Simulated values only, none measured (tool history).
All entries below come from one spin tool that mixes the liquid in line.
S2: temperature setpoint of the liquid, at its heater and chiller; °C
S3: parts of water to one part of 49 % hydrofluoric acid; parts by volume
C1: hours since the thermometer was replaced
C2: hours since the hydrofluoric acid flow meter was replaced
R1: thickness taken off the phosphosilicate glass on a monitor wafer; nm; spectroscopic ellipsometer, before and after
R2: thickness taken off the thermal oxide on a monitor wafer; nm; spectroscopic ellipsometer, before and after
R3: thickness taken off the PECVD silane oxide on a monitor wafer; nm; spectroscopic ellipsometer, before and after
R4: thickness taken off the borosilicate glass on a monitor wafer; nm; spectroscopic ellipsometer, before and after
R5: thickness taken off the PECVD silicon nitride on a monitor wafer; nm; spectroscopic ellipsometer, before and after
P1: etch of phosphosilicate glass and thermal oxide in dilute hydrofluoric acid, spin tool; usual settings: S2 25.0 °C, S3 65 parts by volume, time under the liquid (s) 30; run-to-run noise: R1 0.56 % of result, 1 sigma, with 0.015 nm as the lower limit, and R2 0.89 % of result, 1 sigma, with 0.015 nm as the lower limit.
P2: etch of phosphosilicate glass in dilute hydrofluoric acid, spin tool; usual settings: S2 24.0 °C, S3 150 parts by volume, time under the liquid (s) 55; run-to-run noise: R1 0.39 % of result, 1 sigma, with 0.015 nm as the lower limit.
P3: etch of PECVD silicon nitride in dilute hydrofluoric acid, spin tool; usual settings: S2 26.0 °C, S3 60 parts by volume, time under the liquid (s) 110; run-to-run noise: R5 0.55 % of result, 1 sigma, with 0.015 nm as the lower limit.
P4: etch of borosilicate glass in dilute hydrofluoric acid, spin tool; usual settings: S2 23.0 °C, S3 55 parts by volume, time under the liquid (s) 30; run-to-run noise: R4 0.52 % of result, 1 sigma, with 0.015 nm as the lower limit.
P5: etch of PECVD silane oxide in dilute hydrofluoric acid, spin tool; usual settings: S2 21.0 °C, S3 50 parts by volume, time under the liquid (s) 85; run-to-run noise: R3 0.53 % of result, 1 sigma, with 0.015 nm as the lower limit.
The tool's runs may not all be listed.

Run 1, day 0.283: process that ran P1, S2 25.0 °C, S3 65 parts by volume, time under the liquid (s) 30; C1 1381.1; C2 214.4. Result: R1 79.628 nm, R2 2.42090 nm.
Run 2, day 0.525: process that ran P2, S2 24.0 °C, S3 150 parts by volume, time under the liquid (s) 105; C1 1386.9; C2 220.2. Result: R1 87.670 nm.
Run 3, day 0.838: process that ran P2, S2 24.0 °C, S3 85 parts by volume, time under the liquid (s) 55; C1 1394.4; C2 227.7. Result: R1 87.430 nm.
Run 4, day 1.058: process that ran P5, S2 21.0 °C, S3 50 parts by volume, time under the liquid (s) 85; C1 1399.7; C2 233.0. Result: R3 40.434 nm.
Run 5, day 1.425: process that ran P1, S2 25.0 °C, S3 65 parts by volume, time under the liquid (s) 30; C1 1408.5; C2 241.8. Result: R1 79.642 nm, R2 2.48910 nm.
Run 6, day 1.667: process that ran P2, S2 32.0 °C, S3 150 parts by volume, time under the liquid (s) 55; C1 1414.3; C2 247.6. Result: R1 61.343 nm.
Run 7, day 2.117: process that ran P4, S2 28.5 °C, S3 55 parts by volume, time under the liquid (s) 30; C1 1425.1; C2 258.4. Result: R4 30.781 nm.
Run 8, day 2.379: process that ran P4, S2 23.0 °C, S3 100 parts by volume, time under the liquid (s) 30; C1 1431.4; C2 264.7. Result: R4 12.813 nm.
Run 9, day 2.612: process that ran P5, S2 21.0 °C, S3 50 parts by volume, time under the liquid (s) 25; C1 1437.0; C2 270.3. Result: R3 11.970 nm.
Run 10, day 2.996: process that ran P1, S2 25.0 °C, S3 65 parts by volume, time under the liquid (s) 30; C1 1446.2; C2 279.5. Result: R1 79.560 nm, R2 2.43630 nm.
Run 11, day 3.367: process that ran P1, S2 25.0 °C, S3 110 parts by volume, time under the liquid (s) 30; C1 1455.1; C2 288.4. Result: R1 44.238 nm, R2 1.36140 nm.
Run 12, day 3.750: process that ran P1, S2 25.0 °C, S3 100 parts by volume, time under the liquid (s) 15; C1 1464.3; C2 297.6. Result: R1 24.836 nm, R2 0.74847 nm.
Run 13, day 4.162: process that ran P3, S2 22.0 °C, S3 60 parts by volume, time under the liquid (s) 110; C1 1474.2; C2 307.5. Result: R5 5.7929 nm.
Run 14, day 4.512: process that ran P4, S2 23.0 °C, S3 55 parts by volume, time under the liquid (s) 30; C1 1482.6; C2 315.9. Result: R4 24.567 nm.
At day 4.717: hydrofluoric acid flow meter replaced.
Run 15, day 4.862: process that ran P1, S2 19.0 °C, S3 65 parts by volume, time under the liquid (s) 30; C1 1491.0; C2 3.5. Result: R1 62.779 nm, R2 1.87150 nm.
Run 16, day 5.104: process that ran P4, S2 23.0 °C, S3 55 parts by volume, time under the liquid (s) 45; C1 1496.8; C2 9.3. Result: R4 36.983 nm.
Run 17, day 5.358: process that ran P1, S2 25.0 °C, S3 65 parts by volume, time under the liquid (s) 30; C1 1502.9; C2 15.4. Result: R1 79.531 nm, R2 2.44690 nm.
Run 18, day 5.779: process that ran P3, S2 26.0 °C, S3 60 parts by volume, time under the liquid (s) 25; C1 1513.0; C2 25.5. Result: R5 1.7192 nm.
Run 19, day 6.142: process that ran P1, S2 25.0 °C, S3 100 parts by volume, time under the liquid (s) 55; C1 1521.7; C2 34.2. Result: R1 91.126 nm, R2 2.77680 nm.
Run 20, day 6.421: process that ran P5, S2 26.5 °C, S3 50 parts by volume, time under the liquid (s) 85; C1 1528.4; C2 40.9. Result: R3 50.798 nm.
Run 21, day 6.829: process that ran P1, S2 25.0 °C, S3 65 parts by volume, time under the liquid (s) 30; C1 1538.2; C2 50.7. Result: R1 80.040 nm, R2 2.47790 nm.
Run 22, day 7.125: process that ran P2, S2 24.0 °C, S3 150 parts by volume, time under the liquid (s) 55; C1 1545.3; C2 57.8. Result: R1 45.603 nm.
Run 23, day 7.408: process that ran P1, S2 25.0 °C, S3 65 parts by volume, time under the liquid (s) 30; C1 1552.1; C2 64.6. Result: R1 79.927 nm, R2 2.42180 nm.
Run 24, day 7.821: process that ran P3, S2 26.0 °C, S3 35 parts by volume, time under the liquid (s) 110; C1 1562.0; C2 74.5. Result: R5 12.8190 nm.
Run 25, day 8.021: process that ran P1, S2 25.0 °C, S3 20 parts by volume, time under the liquid (s) 30; C1 1566.8; C2 79.3. Result: R1 277.190 nm, R2 8.46760 nm.
Run 26, day 8.317: process that ran P1, S2 25.0 °C, S3 65 parts by volume, time under the liquid (s) 30; C1 1573.9; C2 86.4. Result: R1 80.067 nm, R2 2.47480 nm.
Run 27, day 8.546: process that ran P1, S2 25.0 °C, S3 65 parts by volume, time under the liquid (s) 15; C1 1579.4; C2 91.9. Result: R1 39.660 nm, R2 1.21740 nm.
Run 28, day 8.929: process that ran P5, S2 21.0 °C, S3 75 parts by volume, time under the liquid (s) 85; C1 1588.6; C2 101.1. Result: R3 26.320 nm.
Run 29, day 9.221: process that ran P1, S2 29.5 °C, S3 65 parts by volume, time under the liquid (s) 30; C1 1595.6; C2 108.1. Result: R1 95.960 nm, R2 2.84560 nm.
Run 30, day 9.596: process that ran P1, S2 19.5 °C, S3 65 parts by volume, time under the liquid (s) 15; C1 1604.6; C2 117.1. Result: R1 31.666 nm, R2 0.98659 nm.
Run 31, day 9.850: process that ran P1, S2 25.0 °C, S3 65 parts by volume, time under the liquid (s) 50; C1 1610.7; C2 123.2. Result: R1 132.640 nm, R2 3.99640 nm.
Run 32, day 10.121: process that ran P3, S2 26.0 °C, S3 60 parts by volume, time under the liquid (s) 110; C1 1617.2; C2 129.7. Result: R5 7.6444 nm.
Run 33, day 10.417: process that ran P1, S2 25.0 °C, S3 65 parts by volume, time under the liquid (s) 30; C1 1624.3; C2 136.8. Result: R1 79.417 nm, R2 2.42190 nm.
Run 34, day 10.621: process that ran P1, S2 25.0 °C, S3 65 parts by volume, time under the liquid (s) 30; C1 1629.2; C2 141.7. Result: R1 81.325 nm, R2 2.50080 nm.
Run 35, day 10.892: process that ran P1, S2 25.0 °C, S3 65 parts by volume, time under the liquid (s) 30; C1 1635.7; C2 148.2. Result: R1 82.735 nm, R2 2.56420 nm.
Run 36, day 11.333: process that ran P1, S2 25.0 °C, S3 65 parts by volume, time under the liquid (s) 30; C1 1646.3; C2 158.8. Result: R1 83.822 nm, R2 2.61970 nm.
Run 37, day 11.746: process that ran P1, S2 25.0 °C, S3 65 parts by volume, time under the liquid (s) 30; C1 1656.2; C2 168.7. Result: R1 84.678 nm, R2 2.58940 nm.
Run 38, day 11.967: process that ran P1, S2 25.0 °C, S3 65 parts by volume, time under the liquid (s) 30; C1 1661.5; C2 174.0. Result: R1 85.314 nm, R2 2.56670 nm.
Run 39, day 12.204: process that ran P1, S2 25.0 °C, S3 65 parts by volume, time under the liquid (s) 30; C1 1667.2; C2 179.7. Result: R1 84.584 nm, R2 2.61450 nm.
Run 40, day 12.488: process that ran P1, S2 25.0 °C, S3 65 parts by volume, time under the liquid (s) 30; C1 1674.0; C2 186.5. Result: R1 84.705 nm, R2 2.55920 nm.
Run 41, day 12.933: process that ran P1, S2 25.0 °C, S3 65 parts by volume, time under the liquid (s) 30; C1 1684.7; C2 197.2. Result: R1 85.932 nm, R2 2.64060 nm.

P1 no longer gives what it gave before; its output has crept away from where it was. The following 2 causes, each at its listed size, fit the log equally well:
A: hydrofluoric acid flow above the setpoint (%) = 6.41
B: liquid hotter than its thermometer reads (K) = 1.69
The process output started creeping at around day 10.417.

4 check runs are offered, one wafer each, their results left as question marks. Which one tells the causes apart?
Run check 1, day 13.379: process that ran P2, S2 24.0 °C, S3 150 parts by volume, time under the liquid (s) 55. Result: R1 ?.
Run check 2, day 13.379: process that ran P3, S2 26.0 °C, S3 60 parts by volume, time under the liquid (s) 110. Result: R5 ?.
Run check 3, day 13.379: process that ran P5, S2 21.0 °C, S3 50 parts by volume, time under the liquid (s) 85. Result: R3 ?.
Run check 4, day 13.379: process that ran P4, S2 23.0 °C, S3 55 parts by volume, time under the liquid (s) 30. Result: R4 ?.

Check results expected under each cause:
  check  result    if A    if B
check 1      R1  49.204  48.787
check 2      R5  8.0384  8.4495
check 3      R3  43.266  43.481
check 4      R4  26.369  26.449
Separation of the two closest causes in each check, using whichever result separates them best: check 1 0.85 %; check 2 4.99 %; check 3 0.49 %; check 4 0.3 %
Check 2 tells the causes apart: in the others they would give nearly the same result.

Check 2 was then run and gave: R5 8.1413 nm. Which cause is it?

It was cause A: hydrofluoric acid flow above the setpoint (%).
